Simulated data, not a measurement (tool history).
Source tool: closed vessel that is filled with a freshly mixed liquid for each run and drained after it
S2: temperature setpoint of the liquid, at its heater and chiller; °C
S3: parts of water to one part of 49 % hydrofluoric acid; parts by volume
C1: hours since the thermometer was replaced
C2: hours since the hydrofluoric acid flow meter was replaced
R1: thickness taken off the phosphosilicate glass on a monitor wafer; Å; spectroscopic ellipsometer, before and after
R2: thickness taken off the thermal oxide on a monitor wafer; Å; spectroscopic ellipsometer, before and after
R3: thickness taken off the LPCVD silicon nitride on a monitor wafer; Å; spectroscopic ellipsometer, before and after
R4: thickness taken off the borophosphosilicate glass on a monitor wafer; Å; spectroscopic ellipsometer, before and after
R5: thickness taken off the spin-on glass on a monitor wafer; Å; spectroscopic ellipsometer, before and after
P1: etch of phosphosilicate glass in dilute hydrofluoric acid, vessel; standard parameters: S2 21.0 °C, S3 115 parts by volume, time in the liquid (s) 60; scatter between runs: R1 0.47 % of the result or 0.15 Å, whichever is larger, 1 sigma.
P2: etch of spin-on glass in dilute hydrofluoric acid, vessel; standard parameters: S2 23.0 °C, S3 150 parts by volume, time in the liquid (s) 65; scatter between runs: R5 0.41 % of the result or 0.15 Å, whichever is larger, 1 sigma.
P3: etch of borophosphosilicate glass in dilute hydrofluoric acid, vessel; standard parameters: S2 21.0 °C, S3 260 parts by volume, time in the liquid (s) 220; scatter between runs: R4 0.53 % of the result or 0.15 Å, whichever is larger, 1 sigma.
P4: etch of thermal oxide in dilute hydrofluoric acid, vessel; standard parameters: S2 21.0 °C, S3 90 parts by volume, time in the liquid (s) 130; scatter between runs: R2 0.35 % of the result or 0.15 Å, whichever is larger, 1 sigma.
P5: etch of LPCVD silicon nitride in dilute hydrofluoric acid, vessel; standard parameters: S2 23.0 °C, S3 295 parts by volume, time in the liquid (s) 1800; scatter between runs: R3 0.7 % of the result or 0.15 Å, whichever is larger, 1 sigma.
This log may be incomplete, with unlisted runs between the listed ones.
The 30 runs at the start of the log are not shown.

{"run": 31, "hour": 365.2, "process that ran": "P1", "S2": 21.0, "S3": 115, "time in the liquid (s)": 60, "C1": 144.7, "C2": 82.1, "R1": 438.98}
{"run": 32, "hour": 377.6, "process that ran": "P1", "S2": 21.0, "S3": 115, "time in the liquid (s)": 60, "C1": 157.1, "C2": 94.5, "R1": 431.12}
{"run": 33, "hour": 390.4, "process that ran": "P1", "S2": 21.0, "S3": 115, "time in the liquid (s)": 60, "C1": 169.9, "C2": 107.3, "R1": 421.26}
{"run": 34, "hour": 401.8, "process that ran": "P1", "S2": 21.0, "S3": 115, "time in the liquid (s)": 60, "C1": 181.3, "C2": 118.7, "R1": 418.66}
{"run": 35, "hour": 409.2, "process that ran": "P1", "S2": 21.0, "S3": 115, "time in the liquid (s)": 60, "C1": 188.7, "C2": 126.1, "R1": 415.99}
{"run": 36, "hour": 422.6, "process that ran": "P1", "S2": 21.0, "S3": 115, "time in the liquid (s)": 60, "C1": 202.1, "C2": 139.5, "R1": 413.13}
{"run": 37, "hour": 433.3, "process that ran": "P1", "S2": 21.0, "S3": 115, "time in the liquid (s)": 60, "C1": 212.8, "C2": 150.2, "R1": 410.65}
{"run": 38, "hour": 445.5, "process that ran": "P1", "S2": 21.0, "S3": 115, "time in the liquid (s)": 60, "C1": 225.0, "C2": 162.4, "R1": 409.54}

Run 39 is up next; what results do you expect?
{"run": 39, "hour": 459.7, "process that ran": "P1", "S2": 21.0, "S3": 115, "time in the liquid (s)": 60, "C1": 239.2, "C2": 176.6, "R1": "?"}

{"run 39": {"R1": 409.77}}
